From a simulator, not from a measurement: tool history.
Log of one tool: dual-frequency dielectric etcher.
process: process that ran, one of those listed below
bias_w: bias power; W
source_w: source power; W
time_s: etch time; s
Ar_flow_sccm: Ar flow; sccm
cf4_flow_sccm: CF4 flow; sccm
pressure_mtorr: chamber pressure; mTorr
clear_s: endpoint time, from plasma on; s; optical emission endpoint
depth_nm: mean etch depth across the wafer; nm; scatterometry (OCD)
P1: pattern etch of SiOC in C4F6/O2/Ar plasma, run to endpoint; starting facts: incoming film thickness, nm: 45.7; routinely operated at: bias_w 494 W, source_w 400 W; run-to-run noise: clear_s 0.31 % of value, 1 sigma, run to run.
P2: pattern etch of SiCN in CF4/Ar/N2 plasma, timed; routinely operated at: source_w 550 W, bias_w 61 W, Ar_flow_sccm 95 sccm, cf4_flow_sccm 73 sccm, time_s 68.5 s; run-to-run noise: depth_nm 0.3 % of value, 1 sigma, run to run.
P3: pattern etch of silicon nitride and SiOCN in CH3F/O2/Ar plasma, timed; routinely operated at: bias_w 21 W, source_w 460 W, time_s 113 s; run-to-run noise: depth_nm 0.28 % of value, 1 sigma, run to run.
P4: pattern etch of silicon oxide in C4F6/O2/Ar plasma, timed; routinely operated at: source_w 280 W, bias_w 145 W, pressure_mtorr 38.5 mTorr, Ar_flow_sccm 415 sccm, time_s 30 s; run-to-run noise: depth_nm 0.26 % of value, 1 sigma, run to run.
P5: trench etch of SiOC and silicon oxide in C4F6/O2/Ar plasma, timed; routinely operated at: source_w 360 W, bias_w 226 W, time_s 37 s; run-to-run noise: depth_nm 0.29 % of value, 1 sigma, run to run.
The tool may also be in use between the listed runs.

| run | hour | process | bias_w | source_w | time_s | Ar_flow_sccm | cf4_flow_sccm | pressure_mtorr | clear_s | depth_nm |
|---|---|---|---|---|---|---|---|---|---|---|
| 1 | 11.5 | P1 | 494 | 400 |  |  |  |  | 15.935 |  |
| 2 | 26.6 | P3 | 21 | 460 | 113 |  |  |  |  | 15.684 |
| 3 | 37.7 | P1 | 325 | 320 |  |  |  |  | 20.129 |  |
| 4 | 53.1 | P2 | 41 | 550 | 68.5 | 95 | 73 |  |  | 61.721 |
| 5 | 61.7 | P5 | 226 | 360 | 26 |  |  |  |  | 53.849 |
| 6 | 72 | P4 | 145 | 280 | 30 | 415 |  | 38.5 |  | 70.981 |
| 7 | 87.1 | P5 | 226 | 360 | 37 |  |  |  |  | 75.916 |
| 8 | 97.4 | P3 | 21 | 360 | 113 |  |  |  |  | 14.417 |
| 9 | 104.9 | P4 | 145 | 280 | 30 | 314 |  | 38.5 |  | 73.582 |
|  | 117.9 | source power generator calibrated |
| 10 | 119.1 | P2 | 61 | 550 | 68.5 | 133 | 73 |  |  | 65.614 |
| 11 | 129.1 | P1 | 494 | 400 |  |  |  |  | 15.852 |  |
| 12 | 139.9 | P1 | 494 | 400 |  |  |  |  | 15.872 |  |
|  | 144.9 | wet clean of the chamber |
| 13 | 154.8 | P5 | 296 | 360 | 37 |  |  |  |  | 84.006 |
| 14 | 168 | P3 | 29 | 460 | 113 |  |  |  |  | 18.095 |
| 15 | 178 | P5 | 226 | 210 | 37 |  |  |  |  | 62.093 |
| 16 | 190.8 | P1 | 363 | 400 |  |  |  |  | 17.762 |  |
| 17 | 200.4 | P1 | 697 | 400 |  |  |  |  | 13.884 |  |
| 18 | 213.1 | P3 | 21 | 460 | 113 |  |  |  |  | 15.669 |
| 19 | 226.3 | P3 | 21 | 460 | 62 |  |  |  |  | 8.5574 |
| 20 | 241 | P4 | 145 | 390 | 30 | 415 |  | 38.5 |  | 80.801 |
| 21 | 255 | P4 | 145 | 280 | 30 | 415 |  | 38.5 |  | 70.914 |
| 22 | 264.4 | P2 | 61 | 550 | 91 | 95 | 73 |  |  | 92.452 |
| 23 | 272.2 | P2 | 61 | 550 | 68.5 | 95 | 73 |  |  | 69.93 |
| 24 | 285.3 | P4 | 145 | 280 | 40.5 | 415 |  | 38.5 |  | 95.93 |
| 25 | 299.1 | P1 | 494 | 280 |  |  |  |  | 18.107 |  |
| 26 | 307.1 | P5 | 226 | 360 | 37 |  |  |  |  | 76.137 |
| 27 | 317.4 | P1 | 494 | 560 |  |  |  |  | 14.034 |  |
| 28 | 331 | P4 | 145 | 280 | 30 | 415 |  | 54 |  | 67.911 |
| 29 | 344.6 | P1 | 494 | 400 |  |  |  |  | 15.977 |  |
| 30 | 358.6 | P2 | 61 | 700 | 68.5 | 95 | 73 |  |  | 86.443 |
| 31 | 365.7 | P2 | 61 | 550 | 68.5 | 95 | 44 |  |  | 63.715 |
| 32 | 380.3 | P1 | 494 | 400 |  |  |  |  | 15.857 |  |
| 33 | 394.4 | P1 | 494 | 400 |  |  |  |  | 15.773 |  |
| 34 | 405.3 | P4 | 199 | 280 | 30 | 415 |  | 38.5 |  | 78.071 |
| 35 | 418 | P1 | 494 | 400 |  |  |  |  | 15.918 |  |
| 36 | 431.6 | P1 | 494 | 400 |  |  |  |  | 16.019 |  |
| 37 | 443.3 | P1 | 494 | 400 |  |  |  |  | 16.007 |  |
|  | 448.3 | wet clean of the chamber |
| 38 | 450.3 | P1 | 494 | 400 |  |  |  |  | 16.016 |  |
| 39 | 459.8 | P1 | 494 | 400 |  |  |  |  | 16.058 |  |
| 40 | 468.4 | P1 | 494 | 400 |  |  |  |  | 16.119 |  |
| 41 | 476.5 | P1 | 494 | 400 |  |  |  |  | 16.15 |  |
| 42 | 488.8 | P1 | 494 | 400 |  |  |  |  | 16.122 |  |
| 43 | 501.3 | P1 | 494 | 400 |  |  |  |  | 16.056 |  |

What P1 gives has crept off from where it sat before. The 2 causes that follow fit the log equally well, each at the size noted:
A: bias power that arrives under what is set, % = 4.1
B: source power that arrives under what is set, % = 4.13
Creep in the process output first set in at about hour 418.
Other possible causes, and why each is ruled out:
chamber walls in a state that lowers the etch rate, %: maintenance at hour 448.3, after the shift began, did not return the process to its former output

Listed below are the offered check runs, one wafer per run, with question marks in place of results. For which of them would the causes give clearly different outcomes?
| check 1 | 513.8 | P4 | 193 | 280 | 30 | 415 |  | 38.5 |  | ? |
| check 2 | 513.8 | P2 | 61 | 550 | 68.5 | 123 | 55 |  |  | ? |
| check 3 | 513.8 | P3 | 29 | 460 | 113 |  |  |  |  | ? |
| check 4 | 513.8 | P5 | 226 | 220 | 37 |  |  |  |  | ? |

If the cause were each of the candidates in turn, the checks would give the following:
| check | result | if A | if B |
|---|---|---|---|
| check 1 | depth_nm | 76.682 | 76.489 |
| check 2 | depth_nm | 62.47 | 61.106 |
| check 3 | depth_nm | 17.783 | 17.872 |
| check 4 | depth_nm | 62.336 | 62.235 |
Gap, in per cent, between the two causes that each check separates least, read from the result that separates them most: check 1 0.25 %; check 2 2.21 %; check 3 0.5 %; check 4 0.16 %
Check 2 is the one run that separates the causes; every other check would come out nearly the same whichever cause is at work.

Check 2 was carried out, with these results: depth_nm 62.757 nm. Which of the listed causes is responsible?

The correct cause is A, namely: bias power that arrives under what is set, %.

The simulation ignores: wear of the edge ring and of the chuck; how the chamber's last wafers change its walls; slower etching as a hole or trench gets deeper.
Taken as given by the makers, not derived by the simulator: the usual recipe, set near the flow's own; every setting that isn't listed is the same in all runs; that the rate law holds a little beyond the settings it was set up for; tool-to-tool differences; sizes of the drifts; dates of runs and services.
